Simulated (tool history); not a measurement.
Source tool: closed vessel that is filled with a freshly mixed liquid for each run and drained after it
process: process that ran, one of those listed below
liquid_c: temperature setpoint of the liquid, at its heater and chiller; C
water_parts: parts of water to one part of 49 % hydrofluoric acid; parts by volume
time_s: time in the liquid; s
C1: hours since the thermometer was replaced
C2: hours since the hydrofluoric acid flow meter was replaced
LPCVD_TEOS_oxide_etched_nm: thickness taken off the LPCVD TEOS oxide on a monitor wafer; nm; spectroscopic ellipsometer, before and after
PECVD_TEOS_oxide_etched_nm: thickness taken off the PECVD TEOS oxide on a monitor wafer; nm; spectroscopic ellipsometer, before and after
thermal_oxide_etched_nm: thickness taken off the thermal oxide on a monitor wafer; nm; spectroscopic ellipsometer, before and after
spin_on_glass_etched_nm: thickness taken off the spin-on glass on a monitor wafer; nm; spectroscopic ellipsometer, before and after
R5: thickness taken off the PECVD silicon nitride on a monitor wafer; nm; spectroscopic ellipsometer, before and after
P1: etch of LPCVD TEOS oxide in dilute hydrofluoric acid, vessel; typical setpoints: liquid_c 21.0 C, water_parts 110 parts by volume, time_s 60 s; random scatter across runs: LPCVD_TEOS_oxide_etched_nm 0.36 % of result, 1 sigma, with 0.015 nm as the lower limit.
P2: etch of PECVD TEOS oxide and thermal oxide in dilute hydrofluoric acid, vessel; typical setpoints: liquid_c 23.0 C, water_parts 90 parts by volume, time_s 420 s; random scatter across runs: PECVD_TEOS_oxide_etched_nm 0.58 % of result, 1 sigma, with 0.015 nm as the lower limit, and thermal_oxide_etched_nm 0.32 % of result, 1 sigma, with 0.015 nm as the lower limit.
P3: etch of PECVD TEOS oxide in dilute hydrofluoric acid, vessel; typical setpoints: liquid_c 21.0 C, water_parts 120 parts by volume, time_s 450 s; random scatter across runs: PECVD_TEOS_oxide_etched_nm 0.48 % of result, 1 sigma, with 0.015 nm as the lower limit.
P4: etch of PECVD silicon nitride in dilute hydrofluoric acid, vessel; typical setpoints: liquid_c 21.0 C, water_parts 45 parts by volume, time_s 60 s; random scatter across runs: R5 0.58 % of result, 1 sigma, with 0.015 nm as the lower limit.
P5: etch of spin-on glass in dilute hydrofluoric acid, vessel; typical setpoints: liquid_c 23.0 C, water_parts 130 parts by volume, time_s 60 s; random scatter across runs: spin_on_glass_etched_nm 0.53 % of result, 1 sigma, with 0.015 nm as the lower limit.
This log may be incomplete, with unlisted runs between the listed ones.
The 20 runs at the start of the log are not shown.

-- hour=244.9 thermometer replaced
run 21 hour=254.0 | process=P1 liquid_c=21.0 water_parts=110 time_s=60 | C1=9.2 C2=458.2 | LPCVD_TEOS_oxide_etched_nm=26.9630
run 22 hour=265.9 | process=P1 liquid_c=24.5 water_parts=150 time_s=60 | C1=21.1 C2=470.1 | LPCVD_TEOS_oxide_etched_nm=21.7610
run 23 hour=273.0 | process=P4 liquid_c=17.0 water_parts=45 time_s=60 | C1=28.2 C2=477.2 | R5=3.5857
run 24 hour=283.3 | process=P5 liquid_c=23.0 water_parts=130 time_s=30 | C1=38.5 C2=487.5 | spin_on_glass_etched_nm=7.7048
run 25 hour=293.2 | process=P4 liquid_c=21.0 water_parts=25 time_s=60 | C1=48.4 C2=497.4 | R5=8.2675
run 26 hour=309.0 | process=P1 liquid_c=21.0 water_parts=155 time_s=60 | C1=64.2 C2=513.2 | LPCVD_TEOS_oxide_etched_nm=18.1520
run 27 hour=321.1 | process=P1 liquid_c=27.0 water_parts=110 time_s=60 | C1=76.3 C2=525.3 | LPCVD_TEOS_oxide_etched_nm=34.3780
run 28 hour=332.5 | process=P3 liquid_c=21.0 water_parts=75 time_s=450 | C1=87.7 C2=536.7 | PECVD_TEOS_oxide_etched_nm=46.147

Predict the results of run 29:
run 29 hour=340.9 | process=P5 liquid_c=23.0 water_parts=215 time_s=60 | C1=96.1 C2=545.1 | spin_on_glass_etched_nm=?

Run 29 produced spin_on_glass_etched_nm 8.4459 nm.

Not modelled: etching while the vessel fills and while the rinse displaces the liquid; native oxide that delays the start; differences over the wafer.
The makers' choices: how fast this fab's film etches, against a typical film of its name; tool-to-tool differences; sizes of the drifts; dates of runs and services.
